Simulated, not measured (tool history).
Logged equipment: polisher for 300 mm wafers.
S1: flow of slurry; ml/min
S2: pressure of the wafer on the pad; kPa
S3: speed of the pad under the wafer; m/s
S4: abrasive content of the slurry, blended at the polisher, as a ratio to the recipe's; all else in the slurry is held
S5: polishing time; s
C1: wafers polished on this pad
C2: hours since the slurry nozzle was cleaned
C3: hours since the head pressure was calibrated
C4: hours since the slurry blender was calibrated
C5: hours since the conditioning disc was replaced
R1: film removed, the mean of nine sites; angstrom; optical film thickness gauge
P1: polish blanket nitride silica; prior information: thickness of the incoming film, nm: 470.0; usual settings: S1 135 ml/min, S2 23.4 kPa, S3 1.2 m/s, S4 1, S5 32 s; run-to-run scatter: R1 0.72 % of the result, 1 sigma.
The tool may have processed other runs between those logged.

run	hour	S1	S2	S3	S4	S5	C1	C2	C3	C4	C5	R1
1	8.1	135	23.4	1.2	1	32	404	323.7	338.3	142.1	210.4	274.04
2	14.6	135	23.4	1.2	1	14	481	330.2	344.8	148.6	216.9	119.05
3	20.8	200	23.4	1.2	1	32	555	336.4	351	154.8	223.1	288.98
4	28.9	135	23.4	1.2	1	32	651	344.5	359.1	162.9	231.2	275.96
5	34.4	135	23.4	1.2	1	45	717	350	364.6	168.4	236.7	380.58
6	44.9	135	37.2	1.2	1	32	841	360.5	375.1	178.9	247.2	434.49
7	50.6	135	23.4	1.66	1	32	909	366.2	380.8	184.6	252.9	355.69
8	57.6	135	23.4	0.82	1	32	992	373.2	387.8	191.6	259.9	199.62
9	69.7	135	23.4	1.2	1.25	32	1136	385.3	399.9	203.7	272	303.55
10	76.4	80	23.4	1.2	1	32	1215	392	406.6	210.4	278.7	238.85
11	84	135	23.4	1.2	0.7	32	1306	399.6	414.2	218	286.3	228.42
12	95.6	170	15.9	1.2	1	32	1443	411.2	425.8	229.6	297.9	191.64
13	104.4	135	23.4	1.2	1	32	1548	420	434.6	238.4	306.7	273.76

What will run 14 give?
14	113.3	135	23.4	1.2	1	32	1654	428.9	443.5	247.3	315.6	?

R1: 274.65 angstrom
